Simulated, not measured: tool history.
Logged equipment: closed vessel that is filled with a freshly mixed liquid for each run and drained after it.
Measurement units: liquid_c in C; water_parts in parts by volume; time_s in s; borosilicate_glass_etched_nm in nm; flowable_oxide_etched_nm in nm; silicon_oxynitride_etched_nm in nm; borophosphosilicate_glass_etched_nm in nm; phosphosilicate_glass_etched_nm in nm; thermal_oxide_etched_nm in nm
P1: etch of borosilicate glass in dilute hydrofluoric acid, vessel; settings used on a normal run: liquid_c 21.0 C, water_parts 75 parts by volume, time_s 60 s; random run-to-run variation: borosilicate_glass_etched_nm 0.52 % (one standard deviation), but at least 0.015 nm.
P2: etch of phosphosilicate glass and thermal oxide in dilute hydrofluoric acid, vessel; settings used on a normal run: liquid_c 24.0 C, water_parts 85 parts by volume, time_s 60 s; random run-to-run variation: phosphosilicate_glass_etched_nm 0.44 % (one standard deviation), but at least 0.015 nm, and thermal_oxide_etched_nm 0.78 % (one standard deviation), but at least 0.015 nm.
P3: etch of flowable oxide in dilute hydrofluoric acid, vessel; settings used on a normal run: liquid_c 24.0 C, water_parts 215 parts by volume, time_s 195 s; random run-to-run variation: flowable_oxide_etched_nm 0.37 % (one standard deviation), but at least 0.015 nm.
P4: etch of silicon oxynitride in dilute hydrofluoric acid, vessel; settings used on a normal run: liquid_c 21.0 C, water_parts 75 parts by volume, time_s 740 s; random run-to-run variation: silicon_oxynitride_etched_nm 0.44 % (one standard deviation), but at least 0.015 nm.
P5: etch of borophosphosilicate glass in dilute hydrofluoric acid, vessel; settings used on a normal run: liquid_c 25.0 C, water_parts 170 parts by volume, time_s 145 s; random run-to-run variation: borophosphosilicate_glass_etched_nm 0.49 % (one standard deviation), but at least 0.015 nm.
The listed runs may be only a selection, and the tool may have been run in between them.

run,hour,process,liquid_c,water_parts,time_s,hours since the thermometer was replaced,hours since the hydrofluoric acid flow meter was replaced,borosilicate_glass_etched_nm,flowable_oxide_etched_nm,silicon_oxynitride_etched_nm,borophosphosilicate_glass_etched_nm,phosphosilicate_glass_etched_nm,thermal_oxide_etched_nm
1,11.4,P1,21.0,75,60,1873.1,414.5,11.9180,,,,,
2,24.3,P3,24.0,215,195,1886.0,427.4,,25.8500,,,,
3,37.1,P4,21.0,45,740,1898.8,440.2,,,38.09000,,,
4,44.9,P5,25.0,170,145,1906.6,448.0,,,,45.911,,
5,54.3,P1,28.5,75,60,1916.0,457.4,16.1240,,,,,
6,67.5,P1,17.0,75,90,1929.2,470.6,15.0560,,,,,
7,77.1,P4,21.0,75,740,1938.8,480.2,,,22.40100,,,
8,89.0,P1,21.0,135,60,1950.7,492.1,6.1728,,,,,
9,100.7,P4,29.0,75,740,1962.4,503.8,,,32.90200,,,
# hour 107.5: thermometer replaced
10,115.1,P3,32.0,215,195,7.6,518.2,,34.2430,,,,
11,129.5,P2,24.0,20,60,22.0,532.6,,,,,659.750,15.0330
12,143.9,P1,21.0,75,60,36.4,547.0,11.9710,,,,,
13,153.7,P5,25.0,170,280,46.2,556.8,,,,89.327,,
14,165.4,P2,19.0,85,60,57.9,568.5,,,,,116.130,2.6632
15,180.7,P1,21.0,75,60,73.2,583.8,12.0900,,,,,
16,188.8,P2,24.0,85,60,81.3,591.9,,,,,142.770,3.2551
17,196.2,P2,24.0,85,30,88.7,599.3,,,,,71.312,1.5835
18,206.1,P1,21.0,75,60,98.6,609.2,11.8460,,,,,
19,220.1,P1,17.0,75,60,112.6,623.2,10.1590,,,,,
20,232.9,P3,24.0,215,75,125.4,636.0,,9.9287,,,,
21,244.1,P1,21.0,75,30,136.6,647.2,5.9729,,,,,
22,258.4,P5,25.0,40,145,150.9,661.5,,,,232.530,,
23,271.9,P1,21.0,45,60,164.4,675.0,20.5440,,,,,
24,283.0,P3,24.0,215,195,175.5,686.1,,25.7670,,,,
25,289.9,P4,21.0,75,30,182.4,693.0,,,0.90598,,,
26,298.1,P5,32.5,170,145,190.6,701.2,,,,60.870,,
27,306.9,P1,21.0,75,60,199.4,710.0,11.8060,,,,,
28,315.3,P1,21.0,75,90,207.8,718.4,17.8900,,,,,
29,327.6,P1,21.0,75,60,220.1,730.7,11.8960,,,,,
30,342.2,P3,24.0,355,195,234.7,745.3,,13.6170,,,,
31,353.6,P1,21.0,75,60,246.1,756.7,11.8680,,,,,
32,368.0,P1,21.0,75,60,260.5,771.1,12.6490,,,,,
33,380.7,P1,21.0,75,60,273.2,783.8,12.9700,,,,,
34,395.2,P1,21.0,75,60,287.7,798.3,12.9590,,,,,
35,405.1,P1,21.0,75,60,297.6,808.2,13.1270,,,,,
36,415.2,P1,21.0,75,60,307.7,818.3,13.1600,,,,,
37,425.5,P1,21.0,75,60,318.0,828.6,13.3110,,,,,

The output of P1 has drifted from where it used to be. Each of the 2 causes below, taken at the size shown beside it, accounts for the log equally well:
A: hydrofluoric acid flow above the setpoint (%) = 9.39
B: liquid hotter than its thermometer reads (K) = 2.38
Onset of the creep was near hour 353.6.

Consider the 4 single-wafer check runs listed below, results given as question marks: which one distinguishes between the causes by giving clearly different results for each?
check 1,435.8,P2,24.0,40,60,,,,,,,?,?
check 2,435.8,P3,30.0,340,195,,,,?,,,,
check 3,435.8,P4,28.0,75,95,,,,,?,,,
check 4,435.8,P5,25.0,95,145,,,,,,?,,

Expected result of each check under each candidate cause:
check,result,if A,if B
check 1,phosphosilicate_glass_etched_nm,353.770,355.040
check 1,thermal_oxide_etched_nm,8.0081,8.0369
check 2,flowable_oxide_etched_nm,19.8510,18.9290
check 3,silicon_oxynitride_etched_nm,4.40820,4.46760
check 4,borophosphosilicate_glass_etched_nm,100.140,99.413
Separation of the two closest causes in each check, using whichever result separates them best: check 1 0.36 %; check 2 4.75 %; check 3 1.34 %; check 4 0.73 %
Only check 2 tells the causes apart: in the others they would give nearly the same result.

Running check 2 produced the following: flowable_oxide_etched_nm 19.9230 nm. Which one of the listed causes fits?

The cause is A: hydrofluoric acid flow above the setpoint (%).
